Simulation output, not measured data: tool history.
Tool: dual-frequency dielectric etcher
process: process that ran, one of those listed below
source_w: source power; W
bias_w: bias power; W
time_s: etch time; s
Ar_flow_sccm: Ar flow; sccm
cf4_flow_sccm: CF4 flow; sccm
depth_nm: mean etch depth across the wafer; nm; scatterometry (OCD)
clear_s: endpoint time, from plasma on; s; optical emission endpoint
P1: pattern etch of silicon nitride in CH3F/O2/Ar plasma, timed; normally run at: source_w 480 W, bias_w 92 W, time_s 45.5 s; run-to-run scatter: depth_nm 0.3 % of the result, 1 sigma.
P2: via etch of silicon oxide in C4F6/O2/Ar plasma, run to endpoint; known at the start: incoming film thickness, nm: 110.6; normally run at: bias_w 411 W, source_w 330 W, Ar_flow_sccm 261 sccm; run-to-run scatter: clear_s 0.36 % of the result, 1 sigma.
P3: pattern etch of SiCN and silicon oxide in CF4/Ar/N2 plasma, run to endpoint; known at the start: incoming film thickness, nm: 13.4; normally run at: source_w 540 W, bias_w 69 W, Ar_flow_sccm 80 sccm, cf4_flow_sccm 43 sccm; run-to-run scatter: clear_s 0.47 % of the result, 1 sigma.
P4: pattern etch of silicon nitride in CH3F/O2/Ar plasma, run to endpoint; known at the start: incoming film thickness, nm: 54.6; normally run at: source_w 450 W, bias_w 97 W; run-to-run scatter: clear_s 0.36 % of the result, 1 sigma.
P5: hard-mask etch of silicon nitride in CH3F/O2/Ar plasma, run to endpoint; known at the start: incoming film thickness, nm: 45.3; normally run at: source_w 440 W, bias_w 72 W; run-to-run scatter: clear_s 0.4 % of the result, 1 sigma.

| run | hour | process | source_w | bias_w | time_s | Ar_flow_sccm | cf4_flow_sccm | hours since the last wet clean | hours since the last source power generator calibration | hours since the last bias power generator calibration | depth_nm | clear_s |
|---|---|---|---|---|---|---|---|---|---|---|---|---|
| 1 | 13.7 | P1 | 480 | 92 | 45.5 |  |  | 333.8 | 1983.9 | 2665.2 | 37.444 |  |
| 2 | 21.6 | P4 | 450 | 97 |  |  |  | 341.7 | 1991.8 | 2673.1 |  | 69.335 |
| 3 | 36.5 | P1 | 480 | 92 | 59.5 |  |  | 356.6 | 2006.7 | 2688.0 | 48.928 |  |
| 4 | 49.0 | P3 | 540 | 88 |  | 80 | 43 | 369.1 | 2019.2 | 2700.5 |  | 13.036 |
| 5 | 65.6 | P1 | 330 | 92 | 25.0 |  |  | 385.7 | 2035.8 | 2717.1 | 17.986 |  |
| 6 | 77.0 | P5 | 440 | 44 |  |  |  | 397.1 | 2047.2 | 2728.5 |  | 71.471 |
| 7 | 87.7 | P4 | 450 | 124 |  |  |  | 407.8 | 2057.9 | 2739.2 |  | 63.360 |
| 8 | 104.3 | P2 | 330 | 411 |  | 261 |  | 424.4 | 2074.5 | 2755.8 |  | 27.802 |
| 9 | 114.8 | P1 | 360 | 92 | 45.5 |  |  | 434.9 | 2085.0 | 2766.3 | 33.778 |  |
| 10 | 129.4 | P1 | 480 | 92 | 45.5 |  |  | 449.5 | 2099.6 | 2780.9 | 37.690 |  |
| 11 | 136.8 | P1 | 480 | 92 | 45.5 |  |  | 456.9 | 2107.0 | 2788.3 | 37.474 |  |
| 12 | 151.6 | P1 | 480 | 62 | 45.5 |  |  | 471.7 | 2121.8 | 2803.1 | 32.898 |  |
| 13 | 163.4 | P3 | 430 | 69 |  | 80 | 43 | 483.5 | 2133.6 | 2814.9 |  | 17.289 |
| 14 | 175.1 | P3 | 540 | 69 |  | 80 | 43 | 495.2 | 2145.3 | 2826.6 |  | 14.220 |
| 15 | 190.1 | P1 | 630 | 111 | 45.5 |  |  | 510.2 | 2160.3 | 2841.6 | 44.543 |  |
| 16 | 197.8 | P3 | 540 | 69 |  | 80 | 57 | 517.9 | 2168.0 | 2849.3 |  | 13.556 |
| 17 | 213.0 | P1 | 480 | 92 | 45.5 |  |  | 533.1 | 2183.2 | 2864.5 | 37.337 |  |
| 18 | 227.4 | P4 | 450 | 97 |  |  |  | 547.5 | 2197.6 | 2878.9 |  | 69.118 |
| 19 | 240.8 | P2 | 330 | 411 |  | 331 |  | 560.9 | 2211.0 | 2892.3 |  | 28.460 |
| 20 | 255.1 | P4 | 580 | 97 |  |  |  | 575.2 | 2225.3 | 2906.6 |  | 63.202 |
| 21 | 263.0 | P1 | 480 | 92 | 45.5 |  |  | 583.1 | 2233.2 | 2914.5 | 37.327 |  |
| 22 | 274.5 | P1 | 650 | 92 | 45.5 |  |  | 594.6 | 2244.7 | 2926.0 | 41.945 |  |
| 23 | 283.2 | P5 | 440 | 72 |  |  |  | 603.3 | 2253.4 | 2934.7 |  | 61.833 |
| 24 | 298.3 | P5 | 280 | 72 |  |  |  | 618.4 | 2268.5 | 2949.8 |  | 72.558 |
| 25 | 311.7 | P1 | 480 | 125 | 45.5 |  |  | 631.8 | 2281.9 | 2963.2 | 41.975 |  |
| 26 | 322.1 | P3 | 540 | 69 |  | 101 | 43 | 642.2 | 2292.3 | 2973.6 |  | 14.751 |
| 27 | 332.4 | P2 | 230 | 411 |  | 261 |  | 652.5 | 2302.6 | 2983.9 |  | 31.724 |
| 28 | 340.0 | P1 | 480 | 92 | 26.5 |  |  | 660.1 | 2310.2 | 2991.5 | 21.725 |  |
| 29 | 350.0 | P3 | 540 | 69 |  | 80 | 43 | 670.1 | 2320.2 | 3001.5 |  | 14.321 |
| 30 | 360.9 | P2 | 330 | 571 |  | 261 |  | 681.0 | 2331.1 | 3012.4 |  | 24.511 |
| 31 | 377.0 | P1 | 480 | 92 | 45.5 |  |  | 697.1 | 2347.2 | 3028.5 | 37.502 |  |
| 32 | 387.5 | P1 | 480 | 92 | 45.5 |  |  | 707.6 | 2357.7 | 3039.0 | 37.610 |  |
| 33 | 398.7 | P1 | 480 | 92 | 45.5 |  |  | 718.8 | 2368.9 | 3050.2 | 37.783 |  |
| 34 | 406.2 | P1 | 480 | 92 | 45.5 |  |  | 726.3 | 2376.4 | 3057.7 | 37.787 |  |
| 35 | 422.7 | P1 | 480 | 92 | 45.5 |  |  | 742.8 | 2392.9 | 3074.2 | 37.904 |  |
| 36 | 439.4 | P1 | 480 | 92 | 45.5 |  |  | 759.5 | 2409.6 | 3090.9 | 37.942 |  |
| 37 | 447.9 | P1 | 480 | 92 | 45.5 |  |  | 768.0 | 2418.1 | 3099.4 | 37.944 |  |
|  | 457.0 | wet clean of the chamber |
| 38 | 464.6 | P1 | 480 | 92 | 45.5 |  |  | 7.6 | 2434.8 | 3116.1 | 37.939 |  |
| 39 | 481.6 | P1 | 480 | 92 | 45.5 |  |  | 24.6 | 2451.8 | 3133.1 | 37.883 |  |
| 40 | 491.4 | P1 | 480 | 92 | 45.5 |  |  | 34.4 | 2461.6 | 3142.9 | 37.906 |  |
| 41 | 505.2 | P1 | 480 | 92 | 45.5 |  |  | 48.2 | 2475.4 | 3156.7 | 38.021 |  |

What P1 gives has crept away from where it was. These 2 causes fit the log equally well, each at the size given:
A: source power that arrives over what is set, % = 4.04
B: bias power that arrives over what is set, % = 4.24
The creep began at about hour 387.5.
Why every other cause is out:
chamber walls in a state that raises the etch rate, %: serviced at hour 457.0, which brought nothing back

4 check runs are offered, each on 3 wafers whose results are averaged, their results left as question marks. Which one tells the causes apart?
| check 1 | 519.0 | P3 | 540 | 69 |  | 80 | 43 |  |  |  |  | ? |
| check 2 | 519.0 | P5 | 440 | 72 |  |  |  |  |  |  |  | ? |
| check 3 | 519.0 | P2 | 330 | 411 |  | 261 |  |  |  |  |  | ? |
| check 4 | 519.0 | P4 | 450 | 97 |  |  |  |  |  |  |  | ? |

What each check would give under each cause:
| check | result | if A | if B |
|---|---|---|---|
| check 1 | clear_s | 13.694 | 13.978 |
| check 2 | clear_s | 60.359 | 60.412 |
| check 3 | clear_s | 27.346 | 27.330 |
| check 4 | clear_s | 68.205 | 68.186 |
How far apart the two closest causes lie, in the result that separates them most: check 1 2.05 %; check 2 0.09 %; check 3 0.06 %; check 4 0.03 %
Only check 1 tells the causes apart: in the others they would give nearly the same result.

Check 1 was then run and gave: clear_s 13.938 s. Which cause is it?

It is B: bias power that arrives over what is set, %.
